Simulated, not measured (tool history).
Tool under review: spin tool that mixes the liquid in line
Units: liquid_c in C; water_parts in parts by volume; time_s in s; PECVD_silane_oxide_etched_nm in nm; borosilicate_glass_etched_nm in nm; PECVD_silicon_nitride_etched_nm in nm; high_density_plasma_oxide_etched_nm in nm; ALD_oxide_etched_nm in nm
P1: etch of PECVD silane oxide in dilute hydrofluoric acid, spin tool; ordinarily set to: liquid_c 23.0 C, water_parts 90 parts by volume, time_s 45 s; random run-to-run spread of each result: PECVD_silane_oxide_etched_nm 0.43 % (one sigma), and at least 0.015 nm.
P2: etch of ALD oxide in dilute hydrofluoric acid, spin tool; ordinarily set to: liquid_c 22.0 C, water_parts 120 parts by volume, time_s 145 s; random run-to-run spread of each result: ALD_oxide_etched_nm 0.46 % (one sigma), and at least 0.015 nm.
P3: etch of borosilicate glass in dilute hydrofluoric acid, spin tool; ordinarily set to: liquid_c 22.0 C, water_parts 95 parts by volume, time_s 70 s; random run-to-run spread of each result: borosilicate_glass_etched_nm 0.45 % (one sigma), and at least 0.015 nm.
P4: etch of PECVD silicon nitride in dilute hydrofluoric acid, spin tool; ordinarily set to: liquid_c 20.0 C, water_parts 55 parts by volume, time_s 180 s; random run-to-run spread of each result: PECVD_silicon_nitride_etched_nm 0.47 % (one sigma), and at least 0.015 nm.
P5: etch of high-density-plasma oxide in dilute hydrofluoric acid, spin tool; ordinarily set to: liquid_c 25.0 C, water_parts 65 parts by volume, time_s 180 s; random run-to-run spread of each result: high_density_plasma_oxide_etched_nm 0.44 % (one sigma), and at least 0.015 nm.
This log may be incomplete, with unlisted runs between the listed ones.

| run | hour | process | liquid_c | water_parts | time_s | PECVD_silane_oxide_etched_nm | borosilicate_glass_etched_nm | PECVD_silicon_nitride_etched_nm | high_density_plasma_oxide_etched_nm | ALD_oxide_etched_nm |
|---|---|---|---|---|---|---|---|---|---|---|
| 1 | 2.6 | P1 | 23.0 | 90 | 45 | 23.9710 |  |  |  |  |
| 2 | 6.8 | P1 | 17.5 | 90 | 45 | 19.1370 |  |  |  |  |
| 3 | 9.3 | P1 | 23.0 | 90 | 15 | 8.0094 |  |  |  |  |
| 4 | 12.5 | P3 | 22.0 | 95 | 70 |  | 11.7370 |  |  |  |
| 5 | 16.5 | P4 | 20.0 | 55 | 100 |  |  | 3.8665 |  |  |
| 6 | 18.9 | P1 | 23.0 | 90 | 45 | 24.0120 |  |  |  |  |
| 7 | 22.9 | P1 | 23.0 | 35 | 45 | 66.5760 |  |  |  |  |
| 8 | 27.1 | P5 | 25.0 | 65 | 180 |  |  |  | 16.5750 |  |
| 9 | 29.4 | P1 | 23.0 | 90 | 45 | 24.1220 |  |  |  |  |
| 10 | 32.7 | P4 | 17.0 | 55 | 180 |  |  | 5.6285 |  |  |
| 11 | 35.0 | P3 | 22.0 | 95 | 25 |  | 4.2317 |  |  |  |
| 12 | 37.3 | P4 | 20.0 | 55 | 180 |  |  | 6.9416 |  |  |
| 13 | 39.3 | P1 | 23.0 | 90 | 45 | 23.9780 |  |  |  |  |
| 14 | 43.5 | P5 | 25.0 | 65 | 95 |  |  |  | 8.8256 |  |
| 15 | 45.8 | P4 | 20.0 | 25 | 180 |  |  | 14.9240 |  |  |
| 16 | 49.0 | P5 | 25.0 | 20 | 180 |  |  |  | 57.2680 |  |
| 17 | 51.9 | P2 | 22.0 | 120 | 225 |  |  |  |  | 24.0570 |
| 18 | 54.2 | P3 | 22.0 | 50 | 70 |  | 23.4660 |  |  |  |
| 19 | 57.4 | P3 | 22.0 | 95 | 70 |  | 11.8030 |  |  |  |
| 20 | 59.4 | P3 | 30.0 | 95 | 70 |  | 16.0440 |  |  |  |
| 21 | 63.8 | P1 | 29.5 | 90 | 45 | 30.9990 |  |  |  |  |
| 22 | 66.3 | P1 | 23.0 | 135 | 15 | 5.0555 |  |  |  |  |
| 23 | 70.5 | P1 | 23.0 | 165 | 45 | 11.9980 |  |  |  |  |
| 24 | 73.0 | P5 | 33.0 | 65 | 180 |  |  |  | 22.7140 |  |
| 25 | 77.3 | P1 | 17.0 | 90 | 15 | 6.2182 |  |  |  |  |
| 26 | 81.6 | P1 | 23.0 | 90 | 70 | 37.6520 |  |  |  |  |
| 27 | 84.3 | P2 | 17.0 | 120 | 145 |  |  |  |  | 12.7590 |
| 28 | 88.2 | P1 | 23.0 | 90 | 45 | 24.0900 |  |  |  |  |
| 29 | 91.1 | P2 | 22.0 | 120 | 145 |  |  |  |  | 15.5200 |
| 30 | 94.6 | P2 | 22.0 | 220 | 145 |  |  |  |  | 7.7074 |
| 31 | 96.5 | P2 | 22.0 | 120 | 145 |  |  |  |  | 15.6160 |
| 32 | 99.6 | P1 | 23.0 | 90 | 45 | 24.1390 |  |  |  |  |
| 33 | 102.8 | P1 | 23.0 | 90 | 45 | 25.0300 |  |  |  |  |
| 34 | 105.0 | P1 | 23.0 | 90 | 45 | 25.1610 |  |  |  |  |
| 35 | 108.0 | P1 | 23.0 | 90 | 45 | 25.6640 |  |  |  |  |
| 36 | 110.4 | P1 | 23.0 | 90 | 45 | 25.6720 |  |  |  |  |
| 37 | 113.1 | P1 | 23.0 | 90 | 45 | 25.8190 |  |  |  |  |
| 38 | 117.4 | P1 | 23.0 | 90 | 45 | 25.8810 |  |  |  |  |
| 39 | 120.2 | P1 | 23.0 | 90 | 45 | 25.9240 |  |  |  |  |

What P1 gives has crept off from where it sat before. The 2 causes that follow fit the log equally well, each at the size noted:
A: hydrofluoric acid flow above the setpoint (%) = 7.09
B: liquid hotter than its thermometer reads (K) = 1.9
The creep began at about hour 99.6.

4 check runs are offered, one wafer each, their results left as question marks. Which one tells the causes apart?
| check 1 | 123.0 | P3 | 22.0 | 95 | 70 |  | ? |  |  |  |
| check 2 | 123.0 | P4 | 20.0 | 55 | 180 |  |  | ? |  |  |
| check 3 | 123.0 | P5 | 25.0 | 65 | 180 |  |  |  | ? |  |
| check 4 | 123.0 | P2 | 22.0 | 120 | 145 |  |  |  |  | ? |

Check results expected under each cause:
| check | result | if A | if B |
|---|---|---|---|
| check 1 | borosilicate_glass_etched_nm | 12.6890 | 12.6930 |
| check 2 | PECVD_silicon_nitride_etched_nm | 7.4251 | 7.9171 |
| check 3 | high_density_plasma_oxide_etched_nm | 17.8700 | 17.9030 |
| check 4 | ALD_oxide_etched_nm | 16.8610 | 16.8170 |
Minimum pairwise separation of causes per check, each pair taken at its best-separating result: check 1 0.03 %; check 2 6.42 %; check 3 0.19 %; check 4 0.26 %
Only check 2 tells the causes apart: in the others they would give nearly the same result.

With check 2 done, the readings were: PECVD_silicon_nitride_etched_nm 7.3754 nm. Identify which of the listed causes applies.

Of the candidate causes, it is A: hydrofluoric acid flow above the setpoint (%).
